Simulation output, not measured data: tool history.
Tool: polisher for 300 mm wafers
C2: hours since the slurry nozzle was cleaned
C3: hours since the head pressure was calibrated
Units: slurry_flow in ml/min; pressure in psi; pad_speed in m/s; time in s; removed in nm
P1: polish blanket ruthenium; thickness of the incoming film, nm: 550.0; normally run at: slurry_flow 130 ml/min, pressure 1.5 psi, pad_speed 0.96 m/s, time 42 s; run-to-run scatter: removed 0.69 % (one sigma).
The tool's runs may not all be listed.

Run 1, hour 12.6: slurry_flow 130 ml/min, pressure 1.5 psi, pad_speed 0.96 m/s, time 42 s; wafers polished on this pad 416; C2 45.1; C3 358.4. Result: removed 32.589 nm.
Run 2, hour 21.3: slurry_flow 130 ml/min, pressure 1.5 psi, pad_speed 0.96 m/s, time 42 s; wafers polished on this pad 487; C2 53.8; C3 367.1. Result: removed 32.568 nm.
Run 3, hour 31.5: slurry_flow 130 ml/min, pressure 2.3 psi, pad_speed 0.96 m/s, time 42 s; wafers polished on this pad 570; C2 64.0; C3 377.3. Result: removed 49.577 nm.
At hour 39.1: worn pad replaced by a new one.
Run 4, hour 43.4: slurry_flow 130 ml/min, pressure 0.8 psi, pad_speed 0.96 m/s, time 42 s; wafers polished on this pad 35; C2 75.9; C3 389.2. Result: removed 17.378 nm.
Run 5, hour 50.3: slurry_flow 130 ml/min, pressure 1.5 psi, pad_speed 0.96 m/s, time 20 s; wafers polished on this pad 91; C2 82.8; C3 396.1. Result: removed 15.272 nm.
Run 6, hour 59.6: slurry_flow 170 ml/min, pressure 1.5 psi, pad_speed 0.96 m/s, time 42 s; wafers polished on this pad 167; C2 92.1; C3 405.4. Result: removed 34.040 nm.
Run 7, hour 73.2: slurry_flow 95 ml/min, pressure 1.5 psi, pad_speed 0.96 m/s, time 23 s; wafers polished on this pad 278; C2 105.7; C3 419.0. Result: removed 16.521 nm.
Run 8, hour 85.4: slurry_flow 80 ml/min, pressure 1.5 psi, pad_speed 0.96 m/s, time 42 s; wafers polished on this pad 377; C2 117.9; C3 431.2. Result: removed 28.500 nm.
Run 9, hour 91.4: slurry_flow 130 ml/min, pressure 1.5 psi, pad_speed 0.96 m/s, time 42 s; wafers polished on this pad 426; C2 123.9; C3 437.2. Result: removed 32.523 nm.
Run 10, hour 101.4: slurry_flow 130 ml/min, pressure 1.5 psi, pad_speed 0.96 m/s, time 62 s; wafers polished on this pad 507; C2 133.9; C3 447.2. Result: removed 48.422 nm.
Run 11, hour 108.4: slurry_flow 130 ml/min, pressure 1.5 psi, pad_speed 0.96 m/s, time 42 s; wafers polished on this pad 564; C2 140.9; C3 454.2. Result: removed 32.785 nm.
Run 12, hour 117.0: slurry_flow 130 ml/min, pressure 1.5 psi, pad_speed 1.50 m/s, time 42 s; wafers polished on this pad 634; C2 149.5; C3 462.8. Result: removed 50.808 nm.
Run 13, hour 125.7: slurry_flow 130 ml/min, pressure 1.5 psi, pad_speed 0.44 m/s, time 42 s; wafers polished on this pad 705; C2 158.2; C3 471.5. Result: removed 14.969 nm.
Run 14, hour 135.1: slurry_flow 130 ml/min, pressure 1.5 psi, pad_speed 1.18 m/s, time 52 s; wafers polished on this pad 782; C2 167.6; C3 480.9. Result: removed 49.078 nm.
Run 15, hour 146.7: slurry_flow 130 ml/min, pressure 1.5 psi, pad_speed 0.96 m/s, time 42 s; wafers polished on this pad 876; C2 179.2; C3 492.5. Result: removed 32.683 nm.
Run 16, hour 154.9: slurry_flow 130 ml/min, pressure 1.5 psi, pad_speed 0.96 m/s, time 42 s; wafers polished on this pad 943; C2 187.4; C3 500.7. Result: removed 32.244 nm.
Run 17, hour 165.5: slurry_flow 130 ml/min, pressure 1.5 psi, pad_speed 0.96 m/s, time 42 s; wafers polished on this pad 1029; C2 198.0; C3 511.3. Result: removed 31.549 nm.
Run 18, hour 178.9: slurry_flow 130 ml/min, pressure 1.5 psi, pad_speed 0.96 m/s, time 42 s; wafers polished on this pad 1138; C2 211.4; C3 524.7. Result: removed 30.863 nm.
Run 19, hour 190.4: slurry_flow 130 ml/min, pressure 1.5 psi, pad_speed 0.96 m/s, time 42 s; wafers polished on this pad 1232; C2 222.9; C3 536.2. Result: removed 30.495 nm.
Run 20, hour 197.3: slurry_flow 130 ml/min, pressure 1.5 psi, pad_speed 0.96 m/s, time 42 s; wafers polished on this pad 1288; C2 229.8; C3 543.1. Result: removed 30.644 nm.
At hour 208.5: worn pad replaced by a new one.
Run 21, hour 210.5: slurry_flow 130 ml/min, pressure 1.5 psi, pad_speed 0.96 m/s, time 42 s; wafers polished on this pad 16; C2 243.0; C3 556.3. Result: removed 30.160 nm.
Run 22, hour 224.2: slurry_flow 130 ml/min, pressure 1.5 psi, pad_speed 0.96 m/s, time 42 s; wafers polished on this pad 127; C2 256.7; C3 570.0. Result: removed 30.063 nm.
Run 23, hour 237.4: slurry_flow 130 ml/min, pressure 1.5 psi, pad_speed 0.96 m/s, time 42 s; wafers polished on this pad 235; C2 269.9; C3 583.2. Result: removed 29.892 nm.
Run 24, hour 249.6: slurry_flow 130 ml/min, pressure 1.5 psi, pad_speed 0.96 m/s, time 42 s; wafers polished on this pad 334; C2 282.1; C3 595.4. Result: removed 29.903 nm.

What P1 gives has crept away from where it was. These 2 causes fit the log equally well, each at the size given:
A: head's pressure below its setpoint, % = 7.65
B: slurry flow missing at the pad, % = 29.1
The creep began at about hour 154.9.
Why every other cause is out:
removal rate lost through wear of the pad, %: serviced at hour 208.5, which brought nothing back

4 check runs are offered, each on 2 wafers whose results are averaged, their results left as question marks. Which one tells the causes apart?
Run check 1, hour 261.8: slurry_flow 80 ml/min, pressure 0.9 psi, pad_speed 0.96 m/s, time 42 s. Result: removed ?.
Run check 2, hour 261.8: slurry_flow 130 ml/min, pressure 1.5 psi, pad_speed 0.48 m/s, time 25 s. Result: removed ?.
Run check 3, hour 261.8: slurry_flow 130 ml/min, pressure 2.0 psi, pad_speed 1.42 m/s, time 42 s. Result: removed ?.
Run check 4, hour 261.8: slurry_flow 130 ml/min, pressure 1.8 psi, pad_speed 0.96 m/s, time 30 s. Result: removed ?.

What each check would give under each cause:
  check   result     if A     if B
check 1  removed  15.9350  15.2930
check 2  removed   8.9106   8.9116
check 3  removed  59.0480  59.0540
check 4  removed  25.6630  25.6650
How far apart the two closest causes lie, in the result that separates them most: check 1 4.11 %; check 2 0.01 %; check 3 0.01 %; check 4 0.01 %
Only check 1 tells the causes apart: in the others they would give nearly the same result.

Then check 1 was run and gave: removed 15.4040 nm. Which cause is it?

It is B: slurry flow missing at the pad, %.

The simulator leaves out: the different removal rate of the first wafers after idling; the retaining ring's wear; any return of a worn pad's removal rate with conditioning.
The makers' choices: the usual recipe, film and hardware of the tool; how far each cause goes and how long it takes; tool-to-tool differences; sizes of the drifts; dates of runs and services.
